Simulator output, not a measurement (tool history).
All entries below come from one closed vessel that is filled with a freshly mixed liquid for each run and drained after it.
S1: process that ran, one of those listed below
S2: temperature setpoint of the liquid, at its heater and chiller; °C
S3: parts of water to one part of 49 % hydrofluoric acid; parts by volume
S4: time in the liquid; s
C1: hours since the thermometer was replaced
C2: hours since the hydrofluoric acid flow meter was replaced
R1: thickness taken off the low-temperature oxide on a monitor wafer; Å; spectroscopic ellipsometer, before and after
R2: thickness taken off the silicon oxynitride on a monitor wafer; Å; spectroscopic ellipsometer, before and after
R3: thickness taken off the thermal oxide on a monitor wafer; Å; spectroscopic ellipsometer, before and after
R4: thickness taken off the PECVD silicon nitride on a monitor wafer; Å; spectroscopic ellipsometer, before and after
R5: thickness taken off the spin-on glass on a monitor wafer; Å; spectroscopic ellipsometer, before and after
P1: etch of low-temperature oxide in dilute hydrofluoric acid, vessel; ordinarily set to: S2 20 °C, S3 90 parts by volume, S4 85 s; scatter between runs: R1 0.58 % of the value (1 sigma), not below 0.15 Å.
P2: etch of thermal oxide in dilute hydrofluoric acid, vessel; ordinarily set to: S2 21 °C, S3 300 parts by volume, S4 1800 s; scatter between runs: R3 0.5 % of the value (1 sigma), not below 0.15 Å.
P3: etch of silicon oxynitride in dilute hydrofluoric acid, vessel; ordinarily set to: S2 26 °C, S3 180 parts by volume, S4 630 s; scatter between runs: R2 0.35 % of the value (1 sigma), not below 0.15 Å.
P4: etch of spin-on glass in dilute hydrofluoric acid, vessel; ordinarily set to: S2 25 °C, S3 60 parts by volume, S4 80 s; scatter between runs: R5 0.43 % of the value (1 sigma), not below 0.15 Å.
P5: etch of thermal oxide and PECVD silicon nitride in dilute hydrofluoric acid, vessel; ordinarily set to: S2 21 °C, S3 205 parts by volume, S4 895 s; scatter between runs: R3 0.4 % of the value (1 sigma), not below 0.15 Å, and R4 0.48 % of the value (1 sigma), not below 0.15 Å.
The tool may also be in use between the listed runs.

run	hour	S1	S2	S3	S4	C1	C2	R1	R2	R3	R4	R5
1	11.1	P1	20	90	85	1403.9	365.9	114.67				
2	25.2	P3	26	180	1100	1418	380		165.58			
3	36.8	P5	21	205	165	1429.6	391.6			29.915	11.608	
4	44.5	P3	26	90	630	1437.3	399.3		203.65			
5	61.2	P4	29	60	80	1454	416					623.41
6	72	P4	25	60	80	1464.8	426.8					530.4
7	79.6	P4	25	95	80	1472.4	434.4					322.55
8	90.4	P3	26	180	630	1483.2	445.2		94.498			
9	99.7	P1	20	35	85	1492.5	454.5	313.56				
10	108.1	P5	21	205	895	1500.9	462.9			164.48	62.752	
11	117.3	P1	17	35	85	1510.1	472.1	275.6				
12	128.2	P1	20	90	85	1521	483	114.63				
13	140.3	P2	21	300	1800	1533.1	495.1			195.74		
14	151.1	P1	20	90	130	1543.9	505.9	174.23				
15	168.4	P1	25	90	30	1561.2	523.2	49.653				
16	182.9	P1	20	90	85	1575.7	537.7	114.8				
17	198.2	P2	21	60	1800	1591	553			1258.1		
18	209.5	P1	23.5	90	85	1602.3	564.3	132.21				
19	217.8	P2	21	300	2965	1610.6	572.6			323.95		
20	233.6	P2	27.5	300	1800	1626.4	588.4			245.43		
21	242.9	P1	17	90	85	1635.7	597.7	100.53				
22	255	P3	31.5	180	630	1647.8	609.8		119.75			
23	265.3	P5	21	330	895	1658.1	620.1			90.095	39.267	
24	275.9	P1	20	90	30	1668.7	630.7	40.023				
25	289.3	P1	20	90	85	1682.1	644.1	113.39				
26	297.5	P1	20	90	85	1690.3	652.3	113.08				
27	312.6	P1	20	90	85	1705.4	667.4	114.7				
28	324	P4	25	60	125	1716.8	678.8					827.36
29	335.9	P5	28.5	205	895	1728.7	690.7			216.47	99.772	
30	349	P1	20	165	85	1741.8	703.8	57.414				
31	361.8	P1	20	90	85	1754.6	716.6	115.18				
32	373.7	P1	20	90	85	1766.5	728.5	117.08				
33	385.3	P1	20	90	85	1778.1	740.1	118.75				
34	392.8	P1	20	90	85	1785.6	747.6	119.85				
35	408.3	P1	20	90	85	1801.1	763.1	119.69				
36	424.3	P1	20	90	85	1817.1	779.1	120.66				
37	432.8	P1	20	90	85	1825.6	787.6	119.03				
38	449.7	P1	20	90	85	1842.5	804.5	121.76				
39	464.9	P1	20	90	85	1857.7	819.7	120.91				

P1 has crept away from where it was. The log is fitted equally well by each of these 2 causes, at the sizes shown:
A: liquid hotter than its thermometer reads (K) = 1.39
B: hydrofluoric acid flow above the setpoint (%) = 5.31
The drift started at roughly hour 361.8.

Which of the 4 check runs listed below, each an average over 5 wafers with its results shown as question marks, gives clearly different results under the different listed causes?
check 1	480.1	P3	29.5	180	915				?			
check 2	480.1	P4	28.5	60	120							?
check 3	480.1	P2	26	70	1800					?		
check 4	480.1	P5	24	205	175					?	?	

If the cause were each of the candidates in turn, the checks would give the following:
check	result	if A	if B
check 1	R2	169.12	169.32
check 2	R5	966.49	968.29
check 3	R3	1388.5	1390.5
check 4	R3	37.889	38.349
check 4	R4	16.233	15.66
Distance between the nearest two causes, measured in the result of the check that separates them most: check 1 0.12 %; check 2 0.19 %; check 3 0.15 %; check 4 3.59 %
Only in check 4 would the causes give clearly different results; in the remaining checks their results would be nearly the same.

Here is what check 4 returned: R3 38.366 Å; R4 15.613 Å. Which cause is it?

The cause is B: hydrofluoric acid flow above the setpoint (%).
